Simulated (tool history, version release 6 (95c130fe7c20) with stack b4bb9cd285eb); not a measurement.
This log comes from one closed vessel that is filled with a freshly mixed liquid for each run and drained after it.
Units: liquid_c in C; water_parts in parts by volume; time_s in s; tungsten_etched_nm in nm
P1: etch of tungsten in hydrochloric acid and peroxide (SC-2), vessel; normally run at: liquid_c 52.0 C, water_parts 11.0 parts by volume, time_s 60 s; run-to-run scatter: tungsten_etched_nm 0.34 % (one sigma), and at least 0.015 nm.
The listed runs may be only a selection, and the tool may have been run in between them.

| run | hour | liquid_c | water_parts | time_s | tungsten_etched_nm |
|---|---|---|---|---|---|
| 1 | 9.0 | 52.0 | 11.0 | 60 | 11.0080 |
| 2 | 22.3 | 52.0 | 11.0 | 120 | 22.0460 |
| 3 | 29.2 | 52.0 | 11.0 | 60 | 11.0150 |
| 4 | 36.7 | 52.0 | 11.0 | 60 | 11.0070 |
| 5 | 49.0 | 52.0 | 4.0 | 60 | 23.9000 |
| 6 | 55.7 | 60.5 | 11.0 | 60 | 18.8730 |
| 7 | 66.5 | 52.0 | 11.0 | 30 | 5.4926 |
| 8 | 81.1 | 52.0 | 19.5 | 60 | 6.6581 |
| 9 | 87.5 | 52.0 | 18.0 | 85 | 10.1370 |
| 10 | 101.1 | 52.0 | 11.0 | 60 | 11.0110 |
| 11 | 110.8 | 52.0 | 11.0 | 60 | 11.0200 |
| 12 | 123.4 | 52.0 | 11.0 | 60 | 10.9830 |
| 13 | 134.7 | 40.0 | 11.0 | 60 | 4.8452 |
| 14 | 147.0 | 52.0 | 11.0 | 60 | 10.9490 |
| 15 | 157.7 | 52.0 | 11.0 | 60 | 11.3550 |
| 16 | 169.7 | 52.0 | 11.0 | 60 | 11.5320 |
| 17 | 182.3 | 52.0 | 11.0 | 60 | 11.7120 |
| 18 | 197.1 | 52.0 | 11.0 | 60 | 11.8110 |
| 19 | 205.9 | 52.0 | 11.0 | 60 | 11.8170 |
| 20 | 218.9 | 52.0 | 11.0 | 60 | 11.8590 |
| 21 | 225.6 | 52.0 | 11.0 | 60 | 11.9590 |
| 22 | 239.4 | 52.0 | 11.0 | 60 | 11.9780 |
| 23 | 250.0 | 52.0 | 11.0 | 60 | 11.9400 |
| 24 | 260.6 | 52.0 | 11.0 | 60 | 11.9380 |
| 25 | 273.0 | 52.0 | 11.0 | 60 | 11.9390 |

The log shows P1 creeping away from where it was. Any of the 2 causes listed here, at the size stated for it, fits the log just as well as the others:
A: liquid hotter than its thermometer reads (K) = 1.26
B: chemicals flow above the setpoint (%) = 10.3
At approximately hour 147.0, the process output began to creep.
Other possible causes, and why each is ruled out:
peroxide weaker than its label (%): limited to 8, which would change tungsten_etched_nm by -7.4 %, either short of the creep or opposite in sign

The list below offers 4 check runs, each averaging the results of 2 wafers, and shows each result as a question mark. For which of them would the listed causes give clearly different results?
| check 1 | 285.4 | 43.5 | 4.0 | 60 | ? |
| check 2 | 285.4 | 52.0 | 18.5 | 35 | ? |
| check 3 | 285.4 | 45.0 | 11.0 | 110 | ? |
| check 4 | 285.4 | 43.5 | 11.0 | 110 | ? |

If the cause were each of the candidates in turn, the checks would give the following:
| check | result | if A | if B |
|---|---|---|---|
| check 1 | tungsten_etched_nm | 14.6880 | 14.3570 |
| check 2 | tungsten_etched_nm | 4.4358 | 4.4598 |
| check 3 | tungsten_etched_nm | 13.7750 | 13.7190 |
| check 4 | tungsten_etched_nm | 12.4280 | 12.3680 |
Per check, the gap between the least separated pair of causes, taken in the result that splits them most: check 1 2.28 %; check 2 0.54 %; check 3 0.4 %; check 4 0.49 %
Only in check 1 would the causes give clearly different results; in the remaining checks their results would be nearly the same.

Here is what check 1 returned: tungsten_etched_nm 14.7500 nm. Which cause is it?

The cause is A: liquid hotter than its thermometer reads (K).
